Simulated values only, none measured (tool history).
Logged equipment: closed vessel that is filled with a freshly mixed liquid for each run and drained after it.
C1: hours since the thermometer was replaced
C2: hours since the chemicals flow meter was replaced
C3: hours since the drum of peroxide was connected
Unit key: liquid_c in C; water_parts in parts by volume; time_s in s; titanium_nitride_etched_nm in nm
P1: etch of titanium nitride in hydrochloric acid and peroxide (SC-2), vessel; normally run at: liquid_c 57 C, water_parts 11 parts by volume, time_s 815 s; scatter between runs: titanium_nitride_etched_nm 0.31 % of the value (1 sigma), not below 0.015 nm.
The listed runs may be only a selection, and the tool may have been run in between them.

Run 1, day 0.467: liquid_c 57 C, water_parts 11 parts by volume, time_s 815 s; C1 916.3; C2 1804.4; C3 246.4. Result: titanium_nitride_etched_nm 16.695 nm.
Run 2, day 0.854: liquid_c 57 C, water_parts 11 parts by volume, time_s 1390 s; C1 925.6; C2 1813.7; C3 255.7. Result: titanium_nitride_etched_nm 28.285 nm.
Run 3, day 1.383: liquid_c 57 C, water_parts 11 parts by volume, time_s 815 s; C1 938.3; C2 1826.4; C3 268.4. Result: titanium_nitride_etched_nm 16.534 nm.
Run 4, day 1.721: liquid_c 43.5 C, water_parts 11 parts by volume, time_s 815 s; C1 946.4; C2 1834.5; C3 276.5. Result: titanium_nitride_etched_nm 6.732 nm.
Run 5, day 2.329: liquid_c 65 C, water_parts 11 parts by volume, time_s 1210 s; C1 961; C2 1849.1; C3 291.1. Result: titanium_nitride_etched_nm 40.604 nm.
Run 6, day 2.767: liquid_c 72 C, water_parts 11 parts by volume, time_s 815 s; C1 971.5; C2 1859.6; C3 301.6. Result: titanium_nitride_etched_nm 41.34 nm.
Run 7, day 3.35: liquid_c 57 C, water_parts 11 parts by volume, time_s 230 s; C1 985.5; C2 1873.6; C3 315.6. Result: titanium_nitride_etched_nm 4.7144 nm.
Run 8, day 3.804: liquid_c 57 C, water_parts 17 parts by volume, time_s 815 s; C1 996.4; C2 1884.5; C3 326.5. Result: titanium_nitride_etched_nm 11.412 nm.
Run 9, day 4.425: liquid_c 57 C, water_parts 11 parts by volume, time_s 815 s; C1 1011.3; C2 1899.4; C3 341.4. Result: titanium_nitride_etched_nm 16.559 nm.
Run 10, day 4.912: liquid_c 57 C, water_parts 11 parts by volume, time_s 815 s; C1 1023; C2 1911.1; C3 353.1. Result: titanium_nitride_etched_nm 16.548 nm.
Run 11, day 5.246: liquid_c 57 C, water_parts 11 parts by volume, time_s 815 s; C1 1031; C2 1919.1; C3 361.1. Result: titanium_nitride_etched_nm 16.574 nm.
Run 12, day 5.725: liquid_c 57 C, water_parts 11 parts by volume, time_s 815 s; C1 1042.5; C2 1930.6; C3 372.6. Result: titanium_nitride_etched_nm 16.685 nm.
Run 13, day 6.033: liquid_c 57 C, water_parts 4 parts by volume, time_s 815 s; C1 1049.9; C2 1938; C3 380. Result: titanium_nitride_etched_nm 35.872 nm.
Run 14, day 6.417: liquid_c 57 C, water_parts 15 parts by volume, time_s 1280 s; C1 1059.1; C2 1947.2; C3 389.2. Result: titanium_nitride_etched_nm 20.035 nm.
Run 15, day 7: liquid_c 57 C, water_parts 11 parts by volume, time_s 815 s; C1 1073.1; C2 1961.2; C3 403.2. Result: titanium_nitride_etched_nm 16.627 nm.
Run 16, day 7.3: liquid_c 57 C, water_parts 11 parts by volume, time_s 815 s; C1 1080.3; C2 1968.4; C3 410.4. Result: titanium_nitride_etched_nm 16.604 nm.
Run 17, day 7.692: liquid_c 57 C, water_parts 11 parts by volume, time_s 815 s; C1 1089.7; C2 1977.8; C3 419.8. Result: titanium_nitride_etched_nm 16.128 nm.
Run 18, day 8.371: liquid_c 57 C, water_parts 11 parts by volume, time_s 815 s; C1 1106; C2 1994.1; C3 436.1. Result: titanium_nitride_etched_nm 15.596 nm.
Run 19, day 8.95: liquid_c 57 C, water_parts 11 parts by volume, time_s 815 s; C1 1119.9; C2 2008; C3 450. Result: titanium_nitride_etched_nm 15.274 nm.
Run 20, day 9.4: liquid_c 57 C, water_parts 11 parts by volume, time_s 815 s; C1 1130.7; C2 2018.8; C3 460.8. Result: titanium_nitride_etched_nm 15.274 nm.
Run 21, day 9.742: liquid_c 57 C, water_parts 11 parts by volume, time_s 815 s; C1 1138.9; C2 2027; C3 469. Result: titanium_nitride_etched_nm 15.225 nm.
At day 9.754: new drum of peroxide connected.
Run 22, day 10.35: liquid_c 57 C, water_parts 11 parts by volume, time_s 815 s; C1 1153.5; C2 2041.6; C3 14.3. Result: titanium_nitride_etched_nm 15.141 nm.
Run 23, day 10.867: liquid_c 57 C, water_parts 11 parts by volume, time_s 815 s; C1 1165.9; C2 2054; C3 26.7. Result: titanium_nitride_etched_nm 15.173 nm.

The log shows P1 creeping away from where it was. Any of the 2 causes listed here, at the size stated for it, fits the log just as well as the others:
A: chemicals flow below the setpoint (%) = 10.5
B: liquid colder than its thermometer reads (K) = 1.48
The onset of the drift is placed at about day 7.3.
The rest of the possible causes, and what rules out each one:
peroxide weaker than its label (%): its service at day 9.754 followed the start of the drift and did not put the process back to its old value

Below are 4 check runs, each on a single wafer, with their results shown as question marks. Which of them would tell the listed causes apart, meaning the causes would give clearly different results under it?
Run check 1, day 11.383: liquid_c 71.5 C, water_parts 11 parts by volume, time_s 815 s. Result: titanium_nitride_etched_nm ?.
Run check 2, day 11.383: liquid_c 46 C, water_parts 11 parts by volume, time_s 1210 s. Result: titanium_nitride_etched_nm ?.
Run check 3, day 11.383: liquid_c 47.5 C, water_parts 11 parts by volume, time_s 325 s. Result: titanium_nitride_etched_nm ?.
Run check 4, day 11.383: liquid_c 47 C, water_parts 4 parts by volume, time_s 815 s. Result: titanium_nitride_etched_nm ?.

How each check would come out, cause by cause:
  check                      result    if A    if B
check 1  titanium_nitride_etched_nm  36.689  36.967
check 2  titanium_nitride_etched_nm  10.843  10.768
check 3  titanium_nitride_etched_nm  3.2253  3.2059
check 4  titanium_nitride_etched_nm  17.272  16.833
Per check, the gap between the least separated pair of causes, taken in the result that splits them most: check 1 0.76 %; check 2 0.7 %; check 3 0.6 %; check 4 2.57 %
Check 4 tells the causes apart: in the others they would give nearly the same result.

Then check 4 was run and gave: titanium_nitride_etched_nm 17.309 nm. Which cause is it?

The cause is A: chemicals flow below the setpoint (%).
